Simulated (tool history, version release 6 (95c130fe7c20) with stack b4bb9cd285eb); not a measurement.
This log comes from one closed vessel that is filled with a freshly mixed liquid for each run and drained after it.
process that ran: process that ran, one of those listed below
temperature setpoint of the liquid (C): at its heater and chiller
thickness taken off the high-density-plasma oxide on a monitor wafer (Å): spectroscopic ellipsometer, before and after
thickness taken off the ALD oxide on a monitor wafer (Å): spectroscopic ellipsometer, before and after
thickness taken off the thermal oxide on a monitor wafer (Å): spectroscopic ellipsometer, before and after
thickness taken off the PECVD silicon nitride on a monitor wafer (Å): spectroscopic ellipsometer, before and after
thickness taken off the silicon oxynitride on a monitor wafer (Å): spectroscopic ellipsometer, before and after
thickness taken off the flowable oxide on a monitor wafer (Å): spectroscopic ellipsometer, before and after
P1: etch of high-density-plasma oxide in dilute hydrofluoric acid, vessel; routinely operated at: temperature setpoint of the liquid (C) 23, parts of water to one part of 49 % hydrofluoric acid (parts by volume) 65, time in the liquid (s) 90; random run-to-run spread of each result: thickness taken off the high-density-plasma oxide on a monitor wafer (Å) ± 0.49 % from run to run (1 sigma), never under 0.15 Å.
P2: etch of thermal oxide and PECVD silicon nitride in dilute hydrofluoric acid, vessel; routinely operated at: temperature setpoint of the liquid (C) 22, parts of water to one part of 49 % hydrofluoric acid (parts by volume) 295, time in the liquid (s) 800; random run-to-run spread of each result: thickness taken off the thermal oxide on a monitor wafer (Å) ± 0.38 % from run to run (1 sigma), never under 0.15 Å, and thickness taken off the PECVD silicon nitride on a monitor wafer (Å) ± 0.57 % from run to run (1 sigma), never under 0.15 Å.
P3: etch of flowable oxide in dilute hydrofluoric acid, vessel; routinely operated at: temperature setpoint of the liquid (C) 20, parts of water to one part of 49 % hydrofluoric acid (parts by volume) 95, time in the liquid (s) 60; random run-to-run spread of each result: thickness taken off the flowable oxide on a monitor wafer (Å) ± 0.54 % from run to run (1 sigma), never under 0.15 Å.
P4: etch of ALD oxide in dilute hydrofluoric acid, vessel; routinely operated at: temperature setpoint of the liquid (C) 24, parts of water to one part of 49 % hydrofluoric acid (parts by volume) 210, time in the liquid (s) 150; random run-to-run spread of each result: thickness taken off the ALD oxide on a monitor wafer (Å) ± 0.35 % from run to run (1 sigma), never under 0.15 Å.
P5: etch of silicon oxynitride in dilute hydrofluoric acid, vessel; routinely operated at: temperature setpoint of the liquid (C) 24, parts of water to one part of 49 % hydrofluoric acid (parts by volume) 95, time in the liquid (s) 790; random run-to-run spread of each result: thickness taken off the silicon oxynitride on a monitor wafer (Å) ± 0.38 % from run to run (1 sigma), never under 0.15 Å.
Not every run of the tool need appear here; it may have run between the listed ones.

| run | hour | process that ran | temperature setpoint of the liquid (C) | parts of water to one part of 49 % hydrofluoric acid (parts by volume) | time in the liquid (s) | hours since the thermometer was replaced | hours since the hydrofluoric acid flow meter was replaced | thickness taken off the high-density-plasma oxide on a monitor wafer (Å) | thickness taken off the ALD oxide on a monitor wafer (Å) | thickness taken off the thermal oxide on a monitor wafer (Å) | thickness taken off the PECVD silicon nitride on a monitor wafer (Å) | thickness taken off the silicon oxynitride on a monitor wafer (Å) | thickness taken off the flowable oxide on a monitor wafer (Å) |
|---|---|---|---|---|---|---|---|---|---|---|---|---|---|
| 1 | 19.1 | P1 | 23 | 65 | 90 | 216.7 | 691.7 | 97.236 |  |  |  |  |  |
| 2 | 34.4 | P4 | 24 | 210 | 150 | 232 | 707 |  | 122.14 |  |  |  |  |
| 3 | 49.5 | P4 | 24 | 35 | 150 | 247.1 | 722.1 |  | 906.9 |  |  |  |  |
| 4 | 58.1 | P1 | 27 | 85 | 90 | 255.7 | 730.7 | 85.371 |  |  |  |  |  |
| 5 | 76.9 | P2 | 17 | 295 | 800 | 274.5 | 749.5 |  |  | 84.334 | 30.909 |  |  |
| 6 | 87.8 | P1 | 23 | 65 | 90 | 285.4 | 760.4 | 97.607 |  |  |  |  |  |
| 7 | 104.4 | P1 | 19 | 65 | 90 | 302 | 777 | 82.647 |  |  |  |  |  |
| 8 | 117 | P4 | 24 | 210 | 80 | 314.6 | 789.6 |  | 64.881 |  |  |  |  |
| 9 | 126.3 | P5 | 24 | 95 | 790 | 323.9 | 798.9 |  |  |  |  | 182.12 |  |
| 10 | 138.3 | P5 | 24 | 25 | 790 | 335.9 | 810.9 |  |  |  |  | 732.61 |  |
| 11 | 151.7 | P1 | 23 | 65 | 90 | 349.3 | 824.3 | 97.414 |  |  |  |  |  |
| 12 | 164.9 | P2 | 22 | 295 | 1400 | 362.5 | 837.5 |  |  | 176.89 | 74.576 |  |  |
| 13 | 175.6 | P3 | 20 | 20 | 60 | 373.2 | 848.2 |  |  |  |  |  | 1133.5 |
| 14 | 191.5 | P2 | 22 | 60 | 800 | 389.1 | 864.1 |  |  | 643.76 | 202.22 |  |  |
| 15 | 203.6 | P3 | 28 | 95 | 60 | 401.2 | 876.2 |  |  |  |  |  | 299.42 |
| 16 | 219.1 | P1 | 23 | 65 | 90 | 416.7 | 891.7 | 97.053 |  |  |  |  |  |
| 17 | 237.9 | P4 | 32 | 210 | 150 | 435.5 | 910.5 |  | 161.45 |  |  |  |  |
| 18 | 250.8 | P5 | 24 | 95 | 85 | 448.4 | 923.4 |  |  |  |  | 19.72 |  |
| 19 | 262.5 | P3 | 20 | 95 | 60 | 460.1 | 935.1 |  |  |  |  |  | 216.3 |
| 20 | 276.3 | P2 | 22 | 295 | 800 | 473.9 | 948.9 |  |  | 101.29 | 42.981 |  |  |
| 21 | 290.2 | P3 | 20 | 95 | 30 | 487.8 | 962.8 |  |  |  |  |  | 108.46 |
| 22 | 309.1 | P4 | 24 | 210 | 150 | 506.7 | 981.7 |  | 120.93 |  |  |  |  |
| 23 | 322.2 | P5 | 20 | 95 | 790 | 519.8 | 994.8 |  |  |  |  | 149.26 |  |
| 24 | 336.6 | P3 | 20 | 95 | 60 | 534.2 | 1009.2 |  |  |  |  |  | 216.61 |
| 25 | 355 | P1 | 23 | 100 | 50 | 552.6 | 1027.6 | 33.569 |  |  |  |  |  |
| 26 | 367.4 | P1 | 23 | 65 | 90 | 565 | 1040 | 96.943 |  |  |  |  |  |
| 27 | 380.3 | P1 | 23 | 65 | 30 | 577.9 | 1052.9 | 32.383 |  |  |  |  |  |
| 28 | 392.4 | P1 | 23 | 25 | 90 | 590 | 1065 | 265.94 |  |  |  |  |  |
| 29 | 411.7 | P1 | 27 | 65 | 90 | 609.3 | 1084.3 | 114.34 |  |  |  |  |  |
| 30 | 426.6 | P1 | 23 | 65 | 90 | 624.2 | 1099.2 | 97.142 |  |  |  |  |  |
| 31 | 438.4 | P1 | 23 | 65 | 175 | 636 | 1111 | 189.49 |  |  |  |  |  |
| 32 | 448.4 | P1 | 23 | 90 | 90 | 646 | 1121 | 68.467 |  |  |  |  |  |
| 33 | 456.9 | P1 | 23 | 65 | 90 | 654.5 | 1129.5 | 97.965 |  |  |  |  |  |
| 34 | 469.5 | P1 | 23 | 65 | 90 | 667.1 | 1142.1 | 94.362 |  |  |  |  |  |
| 35 | 478.9 | P1 | 23 | 65 | 90 | 676.5 | 1151.5 | 92.812 |  |  |  |  |  |
| 36 | 490.6 | P1 | 23 | 65 | 90 | 688.2 | 1163.2 | 92.732 |  |  |  |  |  |
| 37 | 501.7 | P1 | 23 | 65 | 90 | 699.3 | 1174.3 | 91.776 |  |  |  |  |  |
| 38 | 521 | P1 | 23 | 65 | 90 | 718.6 | 1193.6 | 91.164 |  |  |  |  |  |
| 39 | 535.9 | P1 | 23 | 65 | 90 | 733.5 | 1208.5 | 91.069 |  |  |  |  |  |

The log shows P1 creeping away from where it was. Any of the 2 causes listed here, at the size stated for it, fits the log just as well as the others:
A: hydrofluoric acid flow below the setpoint (%) = 6.13
B: liquid colder than its thermometer reads (K) = 1.67
The creep began at about hour 456.9.

The check runs listed below each take one wafer, and their results are still question marks. Under which run would the listed causes lead to clearly different results?
| check 1 | 550.8 | P3 | 27.5 | 20 | 60 |  |  |  |  |  |  |  | ? |
| check 2 | 550.8 | P5 | 24 | 95 | 160 |  |  |  |  |  |  | ? |  |
| check 3 | 550.8 | P2 | 17 | 295 | 1330 |  |  |  |  | ? | ? |  |  |
| check 4 | 550.8 | P4 | 30.5 | 50 | 150 |  |  |  | ? |  |  |  |  |

Expected result of each check under each candidate cause:
| check | result | if A | if B |
|---|---|---|---|
| check 1 | thickness taken off the flowable oxide on a monitor wafer (Å) | 1451.6 | 1446.2 |
| check 2 | thickness taken off the silicon oxynitride on a monitor wafer (Å) | 34.514 | 34.126 |
| check 3 | thickness taken off the thermal oxide on a monitor wafer (Å) | 129.94 | 131.94 |
| check 3 | thickness taken off the PECVD silicon nitride on a monitor wafer (Å) | 48.36 | 45.986 |
| check 4 | thickness taken off the ALD oxide on a monitor wafer (Å) | 751.24 | 753.28 |
Smallest distance between any two causes, each pair judged by its most separating result, in per cent: check 1 0.38 %; check 2 1.13 %; check 3 5.04 %; check 4 0.27 %
The causes can be told apart only by check 3. The other checks would give nearly the same results under each of them.

Then check 3 was run and gave: thickness taken off the thermal oxide on a monitor wafer (Å) 129.93; thickness taken off the PECVD silicon nitride on a monitor wafer (Å) 48.435. Which cause is it?

The cause is A: hydrofluoric acid flow below the setpoint (%).
